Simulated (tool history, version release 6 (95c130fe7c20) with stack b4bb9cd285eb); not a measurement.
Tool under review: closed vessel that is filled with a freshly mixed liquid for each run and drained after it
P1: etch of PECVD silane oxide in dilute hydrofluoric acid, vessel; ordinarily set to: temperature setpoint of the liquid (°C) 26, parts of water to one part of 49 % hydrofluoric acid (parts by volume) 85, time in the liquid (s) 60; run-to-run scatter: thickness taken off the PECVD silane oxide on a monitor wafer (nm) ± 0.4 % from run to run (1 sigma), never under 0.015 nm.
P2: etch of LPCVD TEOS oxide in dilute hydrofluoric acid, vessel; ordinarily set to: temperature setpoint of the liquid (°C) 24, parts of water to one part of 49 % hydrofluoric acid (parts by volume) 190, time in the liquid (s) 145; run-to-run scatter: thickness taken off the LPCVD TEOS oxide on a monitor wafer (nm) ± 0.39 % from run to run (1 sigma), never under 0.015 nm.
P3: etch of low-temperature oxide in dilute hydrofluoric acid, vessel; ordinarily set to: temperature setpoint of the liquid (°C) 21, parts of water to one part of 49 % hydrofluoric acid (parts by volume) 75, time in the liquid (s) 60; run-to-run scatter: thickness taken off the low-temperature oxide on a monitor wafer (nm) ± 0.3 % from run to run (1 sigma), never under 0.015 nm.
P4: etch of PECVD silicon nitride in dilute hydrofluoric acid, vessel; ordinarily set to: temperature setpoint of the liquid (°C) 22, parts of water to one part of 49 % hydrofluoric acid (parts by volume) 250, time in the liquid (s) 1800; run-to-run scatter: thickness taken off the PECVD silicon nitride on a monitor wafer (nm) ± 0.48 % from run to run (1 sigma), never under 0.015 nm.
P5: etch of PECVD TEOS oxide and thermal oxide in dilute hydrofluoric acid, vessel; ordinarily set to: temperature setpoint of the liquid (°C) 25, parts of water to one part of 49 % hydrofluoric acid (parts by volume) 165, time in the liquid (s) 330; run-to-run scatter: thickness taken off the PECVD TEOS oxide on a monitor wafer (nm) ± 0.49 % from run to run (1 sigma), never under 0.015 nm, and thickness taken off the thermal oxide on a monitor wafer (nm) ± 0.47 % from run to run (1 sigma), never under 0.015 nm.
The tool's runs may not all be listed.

| run | hour | process that ran | temperature setpoint of the liquid (°C) | parts of water to one part of 49 % hydrofluoric acid (parts by volume) | time in the liquid (s) | hours since the thermometer was replaced | hours since the hydrofluoric acid flow meter was replaced | thickness taken off the PECVD silane oxide on a monitor wafer (nm) | thickness taken off the low-temperature oxide on a monitor wafer (nm) | thickness taken off the LPCVD TEOS oxide on a monitor wafer (nm) | thickness taken off the PECVD TEOS oxide on a monitor wafer (nm) | thickness taken off the thermal oxide on a monitor wafer (nm) | thickness taken off the PECVD silicon nitride on a monitor wafer (nm) |
|---|---|---|---|---|---|---|---|---|---|---|---|---|---|
| 1 | 6 | P1 | 26 | 85 | 60 | 871 | 110.3 | 11.784 |  |  |  |  |  |
| 2 | 13.2 | P3 | 27 | 75 | 60 | 878.2 | 117.5 |  | 33.523 |  |  |  |  |
| 3 | 23.4 | P1 | 26 | 130 | 60 | 888.4 | 127.7 | 7.2165 |  |  |  |  |  |
| 4 | 31 | P1 | 26 | 85 | 30 | 896 | 135.3 | 5.9277 |  |  |  |  |  |
| 5 | 37.7 | P1 | 31.5 | 85 | 60 | 902.7 | 142 | 14.46 |  |  |  |  |  |
| 6 | 48.2 | P2 | 24 | 190 | 30 | 913.2 | 152.5 |  |  | 2.8104 |  |  |  |
| 7 | 57.9 | P5 | 25 | 165 | 330 | 922.9 | 162.2 |  |  |  | 16.641 | 9.7678 |  |
| 8 | 67.2 | P5 | 25 | 295 | 330 | 932.2 | 171.5 |  |  |  | 8.1768 | 4.7511 |  |
| 9 | 72.5 | P1 | 26 | 85 | 60 | 937.5 | 176.8 | 11.723 |  |  |  |  |  |
| 10 | 80.5 | P1 | 26 | 25 | 60 | 945.5 | 184.8 | 43.837 |  |  |  |  |  |
| 11 | 86.4 | P1 | 19 | 85 | 60 | 951.4 | 190.7 | 8.8298 |  |  |  |  |  |
| 12 | 96.1 | P1 | 26 | 85 | 60 | 961.1 | 200.4 | 11.711 |  |  |  |  |  |
| 13 | 103.3 | P2 | 24 | 190 | 145 | 968.3 | 207.6 |  |  | 13.623 |  |  |  |
| 14 | 115.1 | P2 | 24 | 40 | 145 | 980.1 | 219.4 |  |  | 77.164 |  |  |  |
| 15 | 123.9 | P5 | 25 | 165 | 330 | 988.9 | 228.2 |  |  |  | 16.765 | 9.7505 |  |
| 16 | 131.6 | P4 | 22 | 250 | 3495 | 996.6 | 235.9 |  |  |  |  |  | 27.29 |
| 17 | 141.6 | P4 | 22 | 250 | 1800 | 1006.6 | 245.9 |  |  |  |  |  | 14.121 |
| 18 | 150.3 | P2 | 17.5 | 190 | 145 | 1015.3 | 254.6 |  |  | 10.696 |  |  |  |
| 19 | 161.8 | P1 | 26 | 85 | 60 | 1026.8 | 266.1 | 11.784 |  |  |  |  |  |
| 20 | 172.4 | P4 | 17.5 | 250 | 1800 | 1037.4 | 276.7 |  |  |  |  |  | 10.575 |
| 21 | 178.2 | P1 | 26 | 85 | 105 | 1043.2 | 282.5 | 20.567 |  |  |  |  |  |
| 22 | 183.9 | P3 | 21 | 75 | 60 | 1048.9 | 288.2 |  | 26.177 |  |  |  |  |
| 23 | 192.3 | P5 | 25 | 165 | 95 | 1057.3 | 296.6 |  |  |  | 4.7991 | 2.7934 |  |
| 24 | 198.2 | P3 | 21 | 75 | 60 | 1063.2 | 302.5 |  | 26.3 |  |  |  |  |
| 25 | 205.9 | P4 | 22 | 115 | 1800 | 1070.9 | 310.2 |  |  |  |  |  | 30.233 |
| 26 | 215.4 | P4 | 22 | 250 | 1800 | 1080.4 | 319.7 |  |  |  |  |  | 14.1 |
| 27 | 226.6 | P3 | 21 | 140 | 60 | 1091.6 | 330.9 |  | 13.119 |  |  |  |  |

Run 28 is up next; what results do you expect?
| 28 | 237.1 | P3 | 21 | 75 | 120 | 1102.1 | 341.4 |  | ? |  |  |  |  |

Run 28 came out at thickness taken off the low-temperature oxide on a monitor wafer (nm) 52.498.

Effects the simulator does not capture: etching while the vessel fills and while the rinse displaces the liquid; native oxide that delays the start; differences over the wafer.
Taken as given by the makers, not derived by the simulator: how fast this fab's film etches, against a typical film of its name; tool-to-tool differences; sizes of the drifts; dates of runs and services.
